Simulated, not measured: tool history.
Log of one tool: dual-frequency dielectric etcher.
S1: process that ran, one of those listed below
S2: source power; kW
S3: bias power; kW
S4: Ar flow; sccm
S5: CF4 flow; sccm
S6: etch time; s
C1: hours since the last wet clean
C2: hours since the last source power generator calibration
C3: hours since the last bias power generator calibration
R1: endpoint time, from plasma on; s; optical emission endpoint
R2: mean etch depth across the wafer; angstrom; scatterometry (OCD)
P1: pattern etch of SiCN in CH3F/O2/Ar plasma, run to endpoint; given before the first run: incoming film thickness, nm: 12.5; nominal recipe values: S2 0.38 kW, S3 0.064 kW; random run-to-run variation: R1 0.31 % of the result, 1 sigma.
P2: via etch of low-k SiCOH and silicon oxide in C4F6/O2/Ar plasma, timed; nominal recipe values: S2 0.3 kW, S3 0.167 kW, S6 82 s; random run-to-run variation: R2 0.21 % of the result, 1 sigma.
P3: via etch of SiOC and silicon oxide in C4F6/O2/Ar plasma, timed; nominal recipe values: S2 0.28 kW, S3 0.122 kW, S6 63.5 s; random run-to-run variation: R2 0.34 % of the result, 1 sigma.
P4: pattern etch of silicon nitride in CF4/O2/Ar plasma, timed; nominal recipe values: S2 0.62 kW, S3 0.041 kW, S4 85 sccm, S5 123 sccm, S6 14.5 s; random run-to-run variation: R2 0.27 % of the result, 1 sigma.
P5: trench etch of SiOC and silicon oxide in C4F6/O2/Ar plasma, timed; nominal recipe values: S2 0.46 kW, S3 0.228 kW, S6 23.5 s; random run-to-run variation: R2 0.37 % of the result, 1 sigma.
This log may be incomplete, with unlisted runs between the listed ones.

run   hour  S1    S2     S3  S4   S5    S6     C1      C2      C3      R1      R2
  1    6.6  P1  0.38  0.064                  75.4    2559   919.2  35.494
  2   13.4  P1  0.38  0.077                  82.2  2565.8     926  33.219
  3   26.9  P4  0.62  0.041  85  123  14.5   95.7  2579.3   939.5          324.83
  4   40.9  P3  0.28  0.122           63.5  109.7  2593.3   953.5          534.45
  5   49.5  P4  0.62  0.041  85  123   9.5  118.3  2601.9   962.1          212.92
  6   56.6  P4  0.62  0.024  85  123  14.5  125.4    2609   969.2          274.94
  7   67.1  P1  0.31  0.052                 135.9  2619.5   979.7  41.311
  8   79.4  P3  0.28  0.122           93.5  148.2  2631.8     992          781.62
  9   86.6  P3  0.28  0.122           63.5  155.4    2639   999.2          531.49
 10   93.2  P4  0.62  0.041  85   93  14.5    162  2645.6  1005.8          313.66
 11  101.5  P5  0.46  0.228           34.5  170.3  2653.9  1014.1          786.14
 12  115.1  P1  0.38  0.064                 183.9  2667.5  1027.7  35.371
 13  126.7  P2   0.3  0.167             82  195.5  2679.1  1039.3          1976.3
 14  133.1  P2   0.3  0.134             82  201.9  2685.5  1045.7          1844.7
 15  145.3  P2   0.3  0.167             82  214.1  2697.7  1057.9          1981.7
 16  156.9  P1  0.49  0.047                 225.7  2709.3  1069.5  35.494
 17  163.7  P3  0.28  0.171           63.5  232.5  2716.1  1076.3          592.23
 18  173.6  P2   0.3  0.167           48.5  242.4    2726  1086.2          1169.5
 19    187  P5  0.46  0.228           23.5  255.8  2739.4  1099.6          532.19
 20  196.4  P1  0.38  0.064                 265.2  2748.8    1109  35.488
 21  205.3  P1  0.48  0.064                 274.1  2757.7  1117.9   32.37
 22  218.1  P5  0.46   0.27           23.5  286.9  2770.5  1130.7          566.14
 23  224.9  P3  0.39  0.122           63.5  293.7  2777.3  1137.5          608.08
 24  237.2  P4  0.46  0.041  85  123  14.5    306  2789.6  1149.8          248.49
 25  248.7  P4  0.62  0.041  66  123  14.5  317.5  2801.1  1161.3          334.98
 26  258.4  P5  0.58  0.228           23.5  327.2  2810.8    1171          583.16
 27  269.7  P2  0.38  0.167             82  338.5  2822.1  1182.3          2162.2
 28  282.3  P1  0.38  0.064                 351.1  2834.7  1194.9  35.433
 29  293.6  P1  0.29  0.064                 362.4    2846  1206.2  39.413
 30  307.5  P1  0.38  0.064                 376.3  2859.9  1220.1  35.513
 31    320  P1  0.38   0.05                 388.8  2872.4  1232.6  38.602
 32    332  P5  0.46  0.228           23.5  400.8  2884.4  1244.6           529.2
 33  340.9  P1  0.38  0.064                 409.7  2893.3  1253.5  35.494
 34  353.1  P1  0.38  0.064                 421.9  2905.5  1265.7  35.281
 35  360.5  P1  0.38  0.064                 429.3  2912.9  1273.1   35.14
 36  367.3  P1  0.38  0.064                 436.1  2919.7  1279.9   35.19
 37  378.6  P1  0.38  0.064                 447.4    2931  1291.2  35.029
 38  385.5  P1  0.38  0.064                 454.3  2937.9  1298.1   35.17
 39  396.6  P1  0.38  0.064                 465.4    2949  1309.2  35.144
 40  403.8  P1  0.38  0.064                 472.6  2956.2  1316.4  35.065
     410.3  -- wet clean of the chamber
 41  418.6  P1  0.38  0.064                   8.3    2971  1331.2   34.98
 42  431.9  P1  0.38  0.064                  21.6  2984.3  1344.5  35.079
 43  438.3  P1  0.38  0.064                    28  2990.7  1350.9  35.048

P1 has crept away from where it was. The log is fitted equally well by each of these 2 causes, at the sizes shown:
A: source power that arrives over what is set, % = 4.12
B: bias power that arrives over what is set, % = 4.5
Onset of the creep was near hour 340.9.
Excluded causes, each with its reason:
chamber walls in a state that raises the etch rate, %: work on it at hour 410.3, done after the drift set in, did not restore what the process gave before

Which of the 4 check runs listed below separates the causes, so that each cause would produce a clearly different result? Each run uses one wafer, and its results are marked with question marks.
check 1  444.7  P4  0.47  0.041  85  123  14.5                   ?
check 2  444.7  P5  0.46  0.267           31.5                   ?
check 3  444.7  P3  0.37  0.122           87.5                   ?
check 4  444.7  P2  0.35  0.167             59                   ?

What each check would give under each cause:
  check  result    if A    if B
check 1      R2  263.29  257.99
check 2      R2  766.43  766.11
check 3      R2  830.63  828.24
check 4      R2  1532.9    1530
Minimum pairwise separation of causes per check, each pair taken at its best-separating result: check 1 2.04 %; check 2 0.04 %; check 3 0.29 %; check 4 0.19 %
Check 1 distinguishes between the causes, while the remaining checks would return nearly the same result for all of them.

With check 1 done, the readings were: R2 264.09 angstrom. Identify which of the listed causes applies.

It was cause A: source power that arrives over what is set, %.
